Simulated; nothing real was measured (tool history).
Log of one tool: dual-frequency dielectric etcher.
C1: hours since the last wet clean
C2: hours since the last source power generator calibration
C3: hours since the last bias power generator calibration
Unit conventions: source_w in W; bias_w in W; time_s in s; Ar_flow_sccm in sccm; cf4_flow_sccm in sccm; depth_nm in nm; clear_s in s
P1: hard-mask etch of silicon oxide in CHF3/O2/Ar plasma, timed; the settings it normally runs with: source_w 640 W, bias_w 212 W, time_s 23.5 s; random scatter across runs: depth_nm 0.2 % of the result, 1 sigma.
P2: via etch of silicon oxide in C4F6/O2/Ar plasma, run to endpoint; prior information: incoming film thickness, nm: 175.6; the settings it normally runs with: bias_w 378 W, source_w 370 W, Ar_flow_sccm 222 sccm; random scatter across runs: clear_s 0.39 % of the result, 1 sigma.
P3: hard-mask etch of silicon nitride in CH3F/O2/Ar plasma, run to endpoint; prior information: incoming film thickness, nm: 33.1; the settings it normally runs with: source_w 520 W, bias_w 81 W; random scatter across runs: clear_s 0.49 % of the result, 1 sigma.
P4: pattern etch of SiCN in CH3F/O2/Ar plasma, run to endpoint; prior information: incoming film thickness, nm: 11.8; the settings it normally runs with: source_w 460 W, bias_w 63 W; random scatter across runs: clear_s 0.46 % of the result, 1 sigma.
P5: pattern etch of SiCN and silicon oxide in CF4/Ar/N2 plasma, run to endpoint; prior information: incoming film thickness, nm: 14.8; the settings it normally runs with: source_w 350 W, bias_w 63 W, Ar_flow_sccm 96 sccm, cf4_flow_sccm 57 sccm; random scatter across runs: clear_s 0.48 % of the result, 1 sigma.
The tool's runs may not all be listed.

{"run": 1, "hour": 12.4, "process": "P1", "source_w": 640, "bias_w": 212, "time_s": 23.5, "C1": 382.1, "C2": 1082.8, "C3": 1164.6, "depth_nm": 50.573}
{"run": 2, "hour": 22.2, "process": "P4", "source_w": 460, "bias_w": 39, "C1": 391.9, "C2": 1092.6, "C3": 1174.4, "clear_s": 36.165}
{"run": 3, "hour": 37.4, "process": "P5", "source_w": 350, "bias_w": 40, "Ar_flow_sccm": 96, "cf4_flow_sccm": 57, "C1": 407.1, "C2": 1107.8, "C3": 1189.6, "clear_s": 27.539}
{"run": 4, "hour": 52.7, "process": "P4", "source_w": 460, "bias_w": 63, "C1": 422.4, "C2": 1123.1, "C3": 1204.9, "clear_s": 31.115}
{"run": 5, "hour": 67.5, "process": "P1", "source_w": 640, "bias_w": 136, "time_s": 23.5, "C1": 437.2, "C2": 1137.9, "C3": 1219.7, "depth_nm": 43.616}
{"run": 6, "hour": 79.7, "process": "P3", "source_w": 520, "bias_w": 81, "C1": 449.4, "C2": 1150.1, "C3": 1231.9, "clear_s": 40.819}
{"run": 7, "hour": 91.6, "process": "P2", "source_w": 440, "bias_w": 378, "Ar_flow_sccm": 222, "C1": 461.3, "C2": 1162.0, "C3": 1243.8, "clear_s": 39.175}
{"run": 8, "hour": 105.4, "process": "P2", "source_w": 370, "bias_w": 378, "Ar_flow_sccm": 222, "C1": 475.1, "C2": 1175.8, "C3": 1257.6, "clear_s": 41.568}
{"run": 9, "hour": 112.5, "process": "P1", "source_w": 760, "bias_w": 212, "time_s": 29.5, "C1": 482.2, "C2": 1182.9, "C3": 1264.7, "depth_nm": 67.792}
{"run": 10, "hour": 126.7, "process": "P1", "source_w": 640, "bias_w": 212, "time_s": 23.5, "C1": 496.4, "C2": 1197.1, "C3": 1278.9, "depth_nm": 50.527}
{"run": 11, "hour": 135.5, "process": "P4", "source_w": 460, "bias_w": 63, "C1": 505.2, "C2": 1205.9, "C3": 1287.7, "clear_s": 31.14}
{"run": 12, "hour": 147.7, "process": "P5", "source_w": 500, "bias_w": 63, "Ar_flow_sccm": 96, "cf4_flow_sccm": 57, "C1": 517.4, "C2": 1218.1, "C3": 1299.9, "clear_s": 17.392}
{"run": 13, "hour": 157.0, "process": "P1", "source_w": 640, "bias_w": 212, "time_s": 23.5, "C1": 526.7, "C2": 1227.4, "C3": 1309.2, "depth_nm": 50.574}
{"run": 14, "hour": 164.1, "process": "P1", "source_w": 890, "bias_w": 212, "time_s": 23.5, "C1": 533.8, "C2": 1234.5, "C3": 1316.3, "depth_nm": 57.301}
{"run": 15, "hour": 171.4, "process": "P3", "source_w": 520, "bias_w": 81, "C1": 541.1, "C2": 1241.8, "C3": 1323.6, "clear_s": 41.021}
{"run": 16, "hour": 179.9, "process": "P1", "source_w": 640, "bias_w": 257, "time_s": 23.5, "C1": 549.6, "C2": 1250.3, "C3": 1332.1, "depth_nm": 54.088}
{"run": 17, "hour": 187.1, "process": "P4", "source_w": 590, "bias_w": 63, "C1": 556.8, "C2": 1257.5, "C3": 1339.3, "clear_s": 28.415}
{"run": 18, "hour": 201.9, "process": "P1", "source_w": 640, "bias_w": 212, "time_s": 31.5, "C1": 571.6, "C2": 1272.3, "C3": 1354.1, "depth_nm": 67.688}
{"run": 19, "hour": 215.3, "process": "P1", "source_w": 640, "bias_w": 212, "time_s": 23.5, "C1": 585.0, "C2": 1285.7, "C3": 1367.5, "depth_nm": 50.522}
{"hour": 218.3, "done": "bias power generator calibrated"}
{"run": 20, "hour": 222.5, "process": "P1", "source_w": 640, "bias_w": 212, "time_s": 13.5, "C1": 592.2, "C2": 1292.9, "C3": 4.2, "depth_nm": 29.067}
{"run": 21, "hour": 234.3, "process": "P1", "source_w": 490, "bias_w": 212, "time_s": 23.5, "C1": 604.0, "C2": 1304.7, "C3": 16.0, "depth_nm": 45.584}
{"run": 22, "hour": 248.2, "process": "P3", "source_w": 320, "bias_w": 81, "C1": 617.9, "C2": 1318.6, "C3": 29.9, "clear_s": 48.705}
{"run": 23, "hour": 258.6, "process": "P3", "source_w": 520, "bias_w": 102, "C1": 628.3, "C2": 1329.0, "C3": 40.3, "clear_s": 37.875}
{"run": 24, "hour": 271.2, "process": "P2", "source_w": 370, "bias_w": 465, "Ar_flow_sccm": 222, "C1": 640.9, "C2": 1341.6, "C3": 52.9, "clear_s": 38.51}
{"run": 25, "hour": 286.6, "process": "P5", "source_w": 350, "bias_w": 63, "Ar_flow_sccm": 135, "cf4_flow_sccm": 57, "C1": 656.3, "C2": 1357.0, "C3": 68.3, "clear_s": 24.867}
{"run": 26, "hour": 298.6, "process": "P2", "source_w": 370, "bias_w": 378, "Ar_flow_sccm": 222, "C1": 668.3, "C2": 1369.0, "C3": 80.3, "clear_s": 41.561}
{"run": 27, "hour": 308.2, "process": "P1", "source_w": 640, "bias_w": 212, "time_s": 23.5, "C1": 677.9, "C2": 1378.6, "C3": 89.9, "depth_nm": 50.555}
{"run": 28, "hour": 323.6, "process": "P1", "source_w": 640, "bias_w": 212, "time_s": 23.5, "C1": 693.3, "C2": 1394.0, "C3": 105.3, "depth_nm": 50.701}
{"run": 29, "hour": 331.4, "process": "P5", "source_w": 350, "bias_w": 63, "Ar_flow_sccm": 96, "cf4_flow_sccm": 57, "C1": 701.1, "C2": 1401.8, "C3": 113.1, "clear_s": 23.633}
{"run": 30, "hour": 343.5, "process": "P2", "source_w": 370, "bias_w": 378, "Ar_flow_sccm": 155, "C1": 713.2, "C2": 1413.9, "C3": 125.2, "clear_s": 40.117}
{"run": 31, "hour": 356.6, "process": "P1", "source_w": 640, "bias_w": 167, "time_s": 29.5, "C1": 726.3, "C2": 1427.0, "C3": 138.3, "depth_nm": 58.663}
{"run": 32, "hour": 370.6, "process": "P5", "source_w": 350, "bias_w": 63, "Ar_flow_sccm": 96, "cf4_flow_sccm": 57, "C1": 740.3, "C2": 1441.0, "C3": 152.3, "clear_s": 23.893}
{"run": 33, "hour": 384.6, "process": "P5", "source_w": 350, "bias_w": 63, "Ar_flow_sccm": 96, "cf4_flow_sccm": 81, "C1": 754.3, "C2": 1455.0, "C3": 166.3, "clear_s": 22.449}
{"run": 34, "hour": 392.3, "process": "P1", "source_w": 640, "bias_w": 212, "time_s": 23.5, "C1": 762.0, "C2": 1462.7, "C3": 174.0, "depth_nm": 50.549}
{"run": 35, "hour": 406.4, "process": "P1", "source_w": 640, "bias_w": 212, "time_s": 23.5, "C1": 776.1, "C2": 1476.8, "C3": 188.1, "depth_nm": 50.87}
{"run": 36, "hour": 419.2, "process": "P1", "source_w": 640, "bias_w": 212, "time_s": 23.5, "C1": 788.9, "C2": 1489.6, "C3": 200.9, "depth_nm": 51.134}
{"run": 37, "hour": 428.7, "process": "P1", "source_w": 640, "bias_w": 212, "time_s": 23.5, "C1": 798.4, "C2": 1499.1, "C3": 210.4, "depth_nm": 51.175}
{"run": 38, "hour": 439.2, "process": "P1", "source_w": 640, "bias_w": 212, "time_s": 23.5, "C1": 808.9, "C2": 1509.6, "C3": 220.9, "depth_nm": 51.11}
{"hour": 445.0, "done": "wet clean of the chamber"}
{"run": 39, "hour": 453.5, "process": "P1", "source_w": 640, "bias_w": 212, "time_s": 23.5, "C1": 8.6, "C2": 1523.9, "C3": 235.2, "depth_nm": 51.145}
{"run": 40, "hour": 468.1, "process": "P1", "source_w": 640, "bias_w": 212, "time_s": 23.5, "C1": 23.2, "C2": 1538.5, "C3": 249.8, "depth_nm": 51.377}
{"run": 41, "hour": 481.2, "process": "P1", "source_w": 640, "bias_w": 212, "time_s": 23.5, "C1": 36.3, "C2": 1551.6, "C3": 262.9, "depth_nm": 51.419}
{"run": 42, "hour": 496.5, "process": "P1", "source_w": 640, "bias_w": 212, "time_s": 23.5, "C1": 51.6, "C2": 1566.9, "C3": 278.2, "depth_nm": 51.481}

What P1 gives has crept away from where it was. These 2 causes fit the log equally well, each at the size given:
A: bias power that arrives over what is set, % = 4.38
B: source power that arrives over what is set, % = 3.99
At approximately hour 392.3, the process output began to creep.
What rules out each remaining cause:
chamber walls in a state that raises the etch rate, %: serviced at hour 445.0, after the change had begun; the process did not return to its earlier output

Of the 4 check runs below, each run on 3 wafers with the results averaged and each result still a question mark, which one would tell the listed causes apart?
{"run": "check 1", "hour": 511.8, "process": "P2", "source_w": 370, "bias_w": 378, "Ar_flow_sccm": 157, "clear_s": "?"}
{"run": "check 2", "hour": 511.8, "process": "P4", "source_w": 460, "bias_w": 45, "clear_s": "?"}
{"run": "check 3", "hour": 511.8, "process": "P5", "source_w": 350, "bias_w": 46, "Ar_flow_sccm": 96, "cf4_flow_sccm": 72, "clear_s": "?"}
{"run": "check 4", "hour": 511.8, "process": "P3", "source_w": 390, "bias_w": 99, "clear_s": "?"}

What each check would give under each cause:
check=check_1 result=clear_s if_A=39.557 if_B=39.591
check=check_2 result=clear_s if_A=34.292 if_B=34.227
check=check_3 result=clear_s if_A=24.983 if_B=24.446
check=check_4 result=clear_s if_A=41.738 if_B=41.789
Separation of the two closest causes in each check, using whichever result separates them best: check 1 0.09 %; check 2 0.19 %; check 3 2.17 %; check 4 0.12 %
Only check 3 tells the causes apart: in the others they would give nearly the same result.

Running check 3 produced the following: clear_s 25.022 s. Which one of the listed causes fits?

A is the cause: bias power that arrives over what is set, %.
